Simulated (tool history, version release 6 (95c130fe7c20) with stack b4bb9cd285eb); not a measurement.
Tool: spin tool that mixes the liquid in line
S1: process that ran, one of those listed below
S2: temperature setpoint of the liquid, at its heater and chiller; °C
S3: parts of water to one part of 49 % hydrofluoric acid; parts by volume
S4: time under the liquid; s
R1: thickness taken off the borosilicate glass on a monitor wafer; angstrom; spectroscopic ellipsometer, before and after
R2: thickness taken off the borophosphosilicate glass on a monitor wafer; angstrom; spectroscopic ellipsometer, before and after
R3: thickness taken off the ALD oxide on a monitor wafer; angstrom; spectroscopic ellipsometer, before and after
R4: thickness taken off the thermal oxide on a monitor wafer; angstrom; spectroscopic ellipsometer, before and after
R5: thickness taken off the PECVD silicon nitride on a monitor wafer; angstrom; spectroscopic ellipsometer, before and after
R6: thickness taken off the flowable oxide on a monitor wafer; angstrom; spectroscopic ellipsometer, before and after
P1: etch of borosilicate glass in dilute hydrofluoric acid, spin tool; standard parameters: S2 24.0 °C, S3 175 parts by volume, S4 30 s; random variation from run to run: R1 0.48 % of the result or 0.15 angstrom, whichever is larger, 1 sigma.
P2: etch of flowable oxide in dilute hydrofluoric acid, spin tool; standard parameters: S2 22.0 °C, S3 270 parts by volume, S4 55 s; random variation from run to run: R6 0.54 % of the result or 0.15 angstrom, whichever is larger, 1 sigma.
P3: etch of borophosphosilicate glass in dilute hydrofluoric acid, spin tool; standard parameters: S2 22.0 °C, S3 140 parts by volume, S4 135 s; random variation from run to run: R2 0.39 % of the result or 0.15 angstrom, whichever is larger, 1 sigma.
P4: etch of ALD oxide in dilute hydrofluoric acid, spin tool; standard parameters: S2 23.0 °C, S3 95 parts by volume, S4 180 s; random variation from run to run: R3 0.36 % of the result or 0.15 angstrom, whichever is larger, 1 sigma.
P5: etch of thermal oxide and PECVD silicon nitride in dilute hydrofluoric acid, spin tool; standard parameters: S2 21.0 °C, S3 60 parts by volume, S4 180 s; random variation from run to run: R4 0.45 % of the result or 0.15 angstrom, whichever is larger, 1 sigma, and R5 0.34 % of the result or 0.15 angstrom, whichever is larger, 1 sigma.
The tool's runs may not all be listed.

| run | hour | S1 | S2 | S3 | S4 | R1 | R2 | R3 | R4 | R5 | R6 |
|---|---|---|---|---|---|---|---|---|---|---|---|
| 1 | 8.8 | P1 | 24.0 | 175 | 30 | 48.473 |  |  |  |  |  |
| 2 | 20.2 | P3 | 22.0 | 205 | 135 |  | 185.510 |  |  |  |  |
| 3 | 31.3 | P4 | 23.0 | 95 | 75 |  |  | 93.022 |  |  |  |
| 4 | 43.6 | P1 | 24.0 | 235 | 15 | 16.829 |  |  |  |  |  |
| 5 | 55.3 | P1 | 30.0 | 175 | 30 | 60.179 |  |  |  |  |  |
| 6 | 69.0 | P4 | 23.0 | 155 | 180 |  |  | 126.470 |  |  |  |
| 7 | 75.5 | P1 | 24.0 | 90 | 30 | 104.840 |  |  |  |  |  |
| 8 | 85.4 | P5 | 21.0 | 60 | 180 |  |  |  | 139.40 | 61.676 |  |
| 9 | 92.5 | P5 | 28.0 | 60 | 180 |  |  |  | 185.75 | 98.423 |  |
| 10 | 105.5 | P5 | 21.0 | 60 | 180 |  |  |  | 139.26 | 61.499 |  |
| 11 | 116.2 | P1 | 24.0 | 310 | 30 | 24.294 |  |  |  |  |  |
| 12 | 127.4 | P1 | 24.0 | 175 | 30 | 48.517 |  |  |  |  |  |
| 13 | 136.4 | P4 | 23.0 | 95 | 180 |  |  | 222.640 |  |  |  |
| 14 | 148.4 | P1 | 24.0 | 175 | 30 | 48.534 |  |  |  |  |  |
| 15 | 161.1 | P1 | 24.0 | 175 | 65 | 104.330 |  |  |  |  |  |
| 16 | 172.3 | P1 | 18.0 | 175 | 30 | 38.322 |  |  |  |  |  |
| 17 | 185.7 | P2 | 22.0 | 270 | 55 |  |  |  |  |  | 65.048 |
| 18 | 195.7 | P3 | 22.0 | 140 | 35 |  | 75.198 |  |  |  |  |
| 19 | 206.3 | P1 | 24.0 | 75 | 15 | 63.310 |  |  |  |  |  |
| 20 | 218.4 | P2 | 22.0 | 105 | 55 |  |  |  |  |  | 199.900 |
| 21 | 228.9 | P4 | 23.0 | 95 | 180 |  |  | 222.330 |  |  |  |
| 22 | 237.3 | P5 | 21.0 | 60 | 270 |  |  |  | 210.34 | 92.248 |  |
|  | 244.6 | hydrofluoric acid flow meter replaced |
| 23 | 250.8 | P1 | 24.0 | 175 | 30 | 48.209 |  |  |  |  |  |
| 24 | 261.6 | P2 | 22.0 | 270 | 55 |  |  |  |  |  | 65.533 |
| 25 | 270.1 | P2 | 29.0 | 270 | 55 |  |  |  |  |  | 82.125 |
| 26 | 278.2 | P3 | 22.0 | 140 | 135 |  | 289.720 |  |  |  |  |
| 27 | 288.7 | P2 | 22.0 | 270 | 15 |  |  |  |  |  | 18.010 |
| 28 | 295.2 | P5 | 21.0 | 20 | 180 |  |  |  | 439.86 | 177.910 |  |
| 29 | 303.5 | P3 | 22.0 | 140 | 135 |  | 289.860 |  |  |  |  |
| 30 | 313.1 | P1 | 24.0 | 175 | 15 | 24.118 |  |  |  |  |  |
| 31 | 326.6 | P3 | 30.5 | 140 | 135 |  | 398.640 |  |  |  |  |
| 32 | 340.1 | P4 | 28.5 | 95 | 180 |  |  | 274.380 |  |  |  |
| 33 | 352.9 | P1 | 24.0 | 175 | 30 | 47.944 |  |  |  |  |  |
| 34 | 365.9 | P1 | 24.0 | 175 | 30 | 50.789 |  |  |  |  |  |
| 35 | 379.7 | P1 | 24.0 | 175 | 30 | 51.851 |  |  |  |  |  |
| 36 | 386.0 | P1 | 24.0 | 175 | 30 | 52.727 |  |  |  |  |  |
| 37 | 396.8 | P1 | 24.0 | 175 | 30 | 52.446 |  |  |  |  |  |
| 38 | 406.3 | P1 | 24.0 | 175 | 30 | 53.120 |  |  |  |  |  |
| 39 | 413.7 | P1 | 24.0 | 175 | 30 | 53.325 |  |  |  |  |  |
| 40 | 423.6 | P1 | 24.0 | 175 | 30 | 52.434 |  |  |  |  |  |

What P1 gives has crept off from where it sat before. The 2 causes that follow fit the log equally well, each at the size noted:
A: hydrofluoric acid flow above the setpoint (%) = 7.77
B: liquid hotter than its thermometer reads (K) = 2.4
At approximately hour 352.9, the process output began to creep.

Which of the 4 check runs listed below separates the causes, so that each cause would produce a clearly different result? Each run uses one wafer, and its results are marked with question marks.
| check 1 | 433.5 | P4 | 27.5 | 95 | 180 |  |  | ? |  |  |  |
| check 2 | 433.5 | P2 | 27.5 | 270 | 15 |  |  |  |  |  | ? |
| check 3 | 433.5 | P3 | 27.5 | 140 | 35 |  | ? |  |  |  |  |
| check 4 | 433.5 | P5 | 21.0 | 20 | 240 |  |  |  | ? | ? |  |

How each check would come out, cause by cause:
| check | result | if A | if B |
|---|---|---|---|
| check 1 | R3 | 287.910 | 290.040 |
| check 2 | R6 | 23.845 | 23.469 |
| check 3 | R2 | 101.160 | 101.220 |
| check 4 | R4 | 633.50 | 650.27 |
| check 4 | R5 | 254.900 | 280.500 |
Gap, in per cent, between the two causes that each check separates least, read from the result that separates them most: check 1 0.74 %; check 2 1.59 %; check 3 0.06 %; check 4 9.57 %
Check 4 tells the causes apart: in the others they would give nearly the same result.

Check 4 was carried out, with these results: R4 650.29 angstrom; R5 282.300 angstrom. Which of the listed causes is responsible?

B is the cause: liquid hotter than its thermometer reads (K).
